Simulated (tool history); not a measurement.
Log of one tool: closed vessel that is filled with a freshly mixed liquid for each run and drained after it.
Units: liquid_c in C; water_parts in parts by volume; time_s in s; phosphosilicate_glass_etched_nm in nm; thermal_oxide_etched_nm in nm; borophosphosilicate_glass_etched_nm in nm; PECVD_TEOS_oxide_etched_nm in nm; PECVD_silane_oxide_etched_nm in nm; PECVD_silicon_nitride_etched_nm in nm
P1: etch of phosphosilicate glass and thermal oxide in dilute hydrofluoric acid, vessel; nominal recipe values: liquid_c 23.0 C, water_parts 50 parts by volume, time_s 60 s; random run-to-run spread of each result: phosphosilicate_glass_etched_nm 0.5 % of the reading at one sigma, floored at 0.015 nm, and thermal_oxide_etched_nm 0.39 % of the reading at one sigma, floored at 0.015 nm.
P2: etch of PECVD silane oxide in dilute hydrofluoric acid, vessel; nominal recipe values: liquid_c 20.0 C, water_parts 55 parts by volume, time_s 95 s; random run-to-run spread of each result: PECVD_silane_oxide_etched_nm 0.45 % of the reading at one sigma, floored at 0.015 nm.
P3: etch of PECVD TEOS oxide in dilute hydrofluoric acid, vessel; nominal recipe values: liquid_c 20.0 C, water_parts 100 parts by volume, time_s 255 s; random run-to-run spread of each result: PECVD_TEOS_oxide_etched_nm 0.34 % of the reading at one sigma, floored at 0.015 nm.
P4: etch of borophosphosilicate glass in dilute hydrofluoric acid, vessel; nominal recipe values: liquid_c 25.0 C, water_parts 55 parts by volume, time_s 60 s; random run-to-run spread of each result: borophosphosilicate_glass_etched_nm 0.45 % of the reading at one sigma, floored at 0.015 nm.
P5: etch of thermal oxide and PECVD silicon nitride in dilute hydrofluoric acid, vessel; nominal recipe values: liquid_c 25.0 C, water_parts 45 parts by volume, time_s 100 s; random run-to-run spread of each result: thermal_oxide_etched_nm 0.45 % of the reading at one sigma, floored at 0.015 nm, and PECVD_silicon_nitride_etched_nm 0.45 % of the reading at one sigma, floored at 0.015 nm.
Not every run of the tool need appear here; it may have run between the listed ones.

| run | day | process | liquid_c | water_parts | time_s | hours since the thermometer was replaced | hours since the hydrofluoric acid flow meter was replaced | phosphosilicate_glass_etched_nm | thermal_oxide_etched_nm | borophosphosilicate_glass_etched_nm | PECVD_TEOS_oxide_etched_nm | PECVD_silane_oxide_etched_nm | PECVD_silicon_nitride_etched_nm |
|---|---|---|---|---|---|---|---|---|---|---|---|---|---|
| 1 | 0.508 | P1 | 23.0 | 50 | 60 | 955.7 | 392.5 | 244.85 | 5.5683 |  |  |  |  |
| 2 | 1.246 | P4 | 25.0 | 55 | 60 | 973.4 | 410.2 |  |  | 106.100 |  |  |  |
| 3 | 2.004 | P3 | 20.0 | 100 | 255 | 991.6 | 428.4 |  |  |  | 58.005 |  |  |
| 4 | 2.333 | P1 | 23.0 | 50 | 30 | 999.5 | 436.3 | 121.14 | 2.7846 |  |  |  |  |
| 5 | 2.954 | P4 | 25.0 | 55 | 60 | 1014.4 | 451.2 |  |  | 106.380 |  |  |  |
| 6 | 3.438 | P3 | 25.0 | 100 | 255 | 1026.0 | 462.8 |  |  |  | 70.662 |  |  |
| 7 | 4.100 | P2 | 20.0 | 90 | 95 | 1041.9 | 478.7 |  |  |  |  | 22.347 |  |
| 8 | 4.800 | P5 | 25.0 | 45 | 100 | 1058.7 | 495.5 |  | 11.5470 |  |  |  | 13.1750 |
| 9 | 5.188 | P3 | 20.0 | 100 | 510 | 1068.0 | 504.8 |  |  |  | 114.690 |  |  |
| 10 | 5.600 | P2 | 20.0 | 55 | 95 | 1077.9 | 514.7 |  |  |  |  | 37.981 |  |
| 11 | 6.100 | P4 | 17.0 | 55 | 60 | 1089.9 | 526.7 |  |  | 75.804 |  |  |  |
| 12 | 6.829 | P2 | 20.0 | 55 | 35 | 1107.4 | 544.2 |  |  |  |  | 14.008 |  |
| 13 | 7.333 | P1 | 23.0 | 70 | 60 | 1119.5 | 556.3 | 171.46 | 3.9085 |  |  |  |  |
| 14 | 7.929 | P3 | 20.0 | 100 | 255 | 1133.8 | 570.6 |  |  |  | 58.063 |  |  |
| 15 | 8.675 | P1 | 30.0 | 50 | 30 | 1151.7 | 588.5 | 164.07 | 3.6772 |  |  |  |  |
| 16 | 9.350 | P5 | 32.0 | 45 | 100 | 1167.9 | 604.7 |  | 15.3820 |  |  |  | 21.0290 |
|  | 9.496 | thermometer replaced |
| 17 | 9.688 | P1 | 23.0 | 50 | 120 | 4.7 | 612.8 | 494.46 | 11.2150 |  |  |  |  |
| 18 | 10.238 | P1 | 23.0 | 50 | 60 | 17.9 | 626.0 | 246.91 | 5.6213 |  |  |  |  |
| 19 | 10.788 | P4 | 25.0 | 55 | 110 | 31.1 | 639.2 |  |  | 192.890 |  |  |  |
| 20 | 11.150 | P2 | 26.0 | 55 | 95 | 39.8 | 647.9 |  |  |  |  | 49.181 |  |
| 21 | 11.775 | P1 | 19.0 | 50 | 60 | 54.8 | 662.9 | 207.24 | 4.7434 |  |  |  |  |
| 22 | 12.142 | P1 | 23.0 | 50 | 60 | 63.6 | 671.7 | 243.68 | 5.5925 |  |  |  |  |
| 23 | 12.858 | P4 | 25.0 | 20 | 60 | 80.8 | 688.9 |  |  | 305.320 |  |  |  |
| 24 | 13.217 | P1 | 23.0 | 50 | 60 | 89.4 | 697.5 | 247.44 | 5.5810 |  |  |  |  |
| 25 | 13.642 | P1 | 30.5 | 50 | 60 | 99.6 | 707.7 | 332.57 | 7.6172 |  |  |  |  |
| 26 | 14.012 | P1 | 23.0 | 20 | 60 | 108.5 | 716.6 | 640.53 | 14.4510 |  |  |  |  |
| 27 | 14.704 | P5 | 25.0 | 60 | 100 | 125.1 | 733.2 |  | 8.5246 |  |  |  | 9.9032 |
| 28 | 15.079 | P1 | 23.0 | 50 | 60 | 134.1 | 742.2 | 245.17 | 5.6017 |  |  |  |  |
| 29 | 15.575 | P1 | 23.0 | 50 | 60 | 146.0 | 754.1 | 245.65 | 5.6043 |  |  |  |  |
| 30 | 16.283 | P1 | 23.0 | 50 | 60 | 163.0 | 771.1 | 246.05 | 5.5858 |  |  |  |  |
| 31 | 16.617 | P3 | 20.0 | 60 | 255 | 171.0 | 779.1 |  |  |  | 100.790 |  |  |
| 32 | 17.075 | P5 | 25.0 | 45 | 35 | 182.0 | 790.1 |  | 4.0628 |  |  |  | 4.6310 |
| 33 | 17.608 | P1 | 23.0 | 50 | 60 | 194.8 | 802.9 | 246.51 | 5.5980 |  |  |  |  |
| 34 | 18.121 | P1 | 23.0 | 50 | 60 | 207.1 | 815.2 | 252.74 | 5.7449 |  |  |  |  |
| 35 | 18.496 | P1 | 23.0 | 50 | 60 | 216.1 | 824.2 | 257.69 | 5.8608 |  |  |  |  |
| 36 | 18.854 | P1 | 23.0 | 50 | 60 | 224.7 | 832.8 | 258.01 | 5.8710 |  |  |  |  |
| 37 | 19.383 | P1 | 23.0 | 50 | 60 | 237.4 | 845.5 | 262.39 | 5.9199 |  |  |  |  |
| 38 | 20.038 | P1 | 23.0 | 50 | 60 | 253.1 | 861.2 | 262.70 | 5.9426 |  |  |  |  |
| 39 | 20.796 | P1 | 23.0 | 50 | 60 | 271.3 | 879.4 | 262.52 | 5.9372 |  |  |  |  |

P1 no longer gives what it gave before; its output has crept away from where it was. The following 2 causes, each at its listed size, fit the log equally well:
A: hydrofluoric acid flow above the setpoint (%) = 6.03
B: liquid hotter than its thermometer reads (K) = 1.52
Onset of the creep was near day 17.608.

The check runs listed below each take one wafer, and their results are still question marks. Under which run would the listed causes lead to clearly different results?
| check 1 | 21.554 | P3 | 20.0 | 100 | 255 |  |  |  |  |  | ? |  |  |
| check 2 | 21.554 | P4 | 25.0 | 55 | 60 |  |  |  |  | ? |  |  |  |
| check 3 | 21.554 | P2 | 20.0 | 55 | 95 |  |  |  |  |  |  | ? |  |
| check 4 | 21.554 | P5 | 25.0 | 45 | 100 |  |  |  | ? |  |  |  | ? |

How each check would come out, cause by cause:
| check | result | if A | if B |
|---|---|---|---|
| check 1 | PECVD_TEOS_oxide_etched_nm | 61.664 | 61.482 |
| check 2 | borophosphosilicate_glass_etched_nm | 112.630 | 112.480 |
| check 3 | PECVD_silane_oxide_etched_nm | 40.599 | 40.665 |
| check 4 | thermal_oxide_etched_nm | 12.3350 | 12.3340 |
| check 4 | PECVD_silicon_nitride_etched_nm | 14.0250 | 14.6580 |
How far apart the two closest causes lie, in the result that separates them most: check 1 0.3 %; check 2 0.14 %; check 3 0.16 %; check 4 4.42 %
Of the check runs offered, only check 4 discriminates between the causes; the rest would read about the same regardless of which cause applies.

The results of check 4 are: thermal_oxide_etched_nm 12.3760 nm; PECVD_silicon_nitride_etched_nm 14.0580 nm. Based on these, which of the listed causes is it?

It was cause A: hydrofluoric acid flow above the setpoint (%).
